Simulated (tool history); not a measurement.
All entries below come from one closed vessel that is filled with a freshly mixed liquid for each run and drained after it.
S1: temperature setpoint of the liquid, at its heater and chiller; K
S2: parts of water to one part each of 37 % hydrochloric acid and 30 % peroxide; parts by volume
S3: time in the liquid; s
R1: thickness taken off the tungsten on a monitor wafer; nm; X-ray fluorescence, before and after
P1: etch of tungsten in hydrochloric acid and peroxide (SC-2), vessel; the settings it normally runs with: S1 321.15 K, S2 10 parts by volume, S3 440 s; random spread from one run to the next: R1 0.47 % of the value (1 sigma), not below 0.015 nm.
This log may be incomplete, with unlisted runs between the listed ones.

Run 1, hour 12.0: S1 321.15 K, S2 10 parts by volume, S3 440 s. Result: R1 56.5200 nm.
Run 2, hour 20.8: S1 321.15 K, S2 6 parts by volume, S3 785 s. Result: R1 152.7600 nm.
Run 3, hour 26.4: S1 321.15 K, S2 10 parts by volume, S3 30 s. Result: R1 3.8936 nm.
Run 4, hour 36.1: S1 308.15 K, S2 10 parts by volume, S3 30 s. Result: R1 1.5677 nm.
Run 5, hour 48.5: S1 321.15 K, S2 10 parts by volume, S3 440 s. Result: R1 57.3130 nm.
Run 6, hour 59.1: S1 321.15 K, S2 4 parts by volume, S3 440 s. Result: R1 114.0800 nm.
Run 7, hour 68.9: S1 321.15 K, S2 10 parts by volume, S3 440 s. Result: R1 57.0110 nm.
At hour 74.0: chemicals flow meter replaced.
Run 8, hour 78.5: S1 321.15 K, S2 17 parts by volume, S3 440 s. Result: R1 36.1080 nm.
Run 9, hour 85.1: S1 321.15 K, S2 10 parts by volume, S3 440 s. Result: R1 57.4280 nm.
Run 10, hour 96.8: S1 321.15 K, S2 10 parts by volume, S3 440 s. Result: R1 56.7590 nm.
Run 11, hour 106.9: S1 328.65 K, S2 10 parts by volume, S3 440 s. Result: R1 93.7280 nm.
At hour 116.7: thermometer replaced.
Run 12, hour 118.4: S1 313.65 K, S2 10 parts by volume, S3 440 s. Result: R1 33.7050 nm.
Run 13, hour 124.8: S1 321.15 K, S2 10 parts by volume, S3 850 s. Result: R1 110.3400 nm.
Run 14, hour 131.6: S1 321.15 K, S2 10 parts by volume, S3 440 s. Result: R1 56.7830 nm.
Run 15, hour 139.4: S1 321.15 K, S2 10 parts by volume, S3 440 s. Result: R1 59.3060 nm.
Run 16, hour 146.6: S1 321.15 K, S2 10 parts by volume, S3 440 s. Result: R1 59.9890 nm.
Run 17, hour 156.4: S1 321.15 K, S2 10 parts by volume, S3 440 s. Result: R1 61.1100 nm.
Run 18, hour 166.6: S1 321.15 K, S2 10 parts by volume, S3 440 s. Result: R1 61.5380 nm.
Run 19, hour 172.6: S1 321.15 K, S2 10 parts by volume, S3 440 s. Result: R1 60.9160 nm.
Run 20, hour 183.0: S1 321.15 K, S2 10 parts by volume, S3 440 s. Result: R1 61.3190 nm.
Run 21, hour 189.0: S1 321.15 K, S2 10 parts by volume, S3 440 s. Result: R1 61.6610 nm.
Run 22, hour 195.1: S1 321.15 K, S2 10 parts by volume, S3 440 s. Result: R1 61.8100 nm.
Run 23, hour 202.1: S1 321.15 K, S2 10 parts by volume, S3 440 s. Result: R1 61.9660 nm.

P1 has crept away from where it was. The log is fitted equally well by each of these 2 causes, at the sizes shown:
A: liquid hotter than its thermometer reads (K) = 1.2
B: chemicals flow above the setpoint (%) = 10.2
The process output started creeping at around hour 131.6.
The rest of the possible causes, and what rules out each one:
peroxide weaker than its label (%): at most 8, which would move R1 by -7.4 %: too little, or the wrong way

The list below offers 4 check runs, each averaging the results of 3 wafers, and shows each result as a question mark. For which of them would the listed causes give clearly different results?
Run check 1, hour 209.1: S1 315.15 K, S2 4.0 parts by volume, S3 440 s. Result: R1 ?.
Run check 2, hour 209.1: S1 315.15 K, S2 10.0 parts by volume, S3 440 s. Result: R1 ?.
Run check 3, hour 209.1: S1 321.15 K, S2 17.0 parts by volume, S3 440 s. Result: R1 ?.
Run check 4, hour 209.1: S1 321.15 K, S2 13.5 parts by volume, S3 745 s. Result: R1 ?.

If the cause were each of the candidates in turn, the checks would give the following:
  check  result     if A     if B
check 1      R1  82.1340  80.4950
check 2      R1  41.0670  40.9240
check 3      R1  39.0700  39.2960
check 4      R1  81.0900  81.3640
Gap, in per cent, between the two causes that each check separates least, read from the result that separates them most: check 1 2.02 %; check 2 0.35 %; check 3 0.58 %; check 4 0.34 %
Only in check 1 would the causes give clearly different results; in the remaining checks their results would be nearly the same.

Then check 1 was run and gave: R1 82.2870 nm. Which cause is it?

It was cause A: liquid hotter than its thermometer reads (K).

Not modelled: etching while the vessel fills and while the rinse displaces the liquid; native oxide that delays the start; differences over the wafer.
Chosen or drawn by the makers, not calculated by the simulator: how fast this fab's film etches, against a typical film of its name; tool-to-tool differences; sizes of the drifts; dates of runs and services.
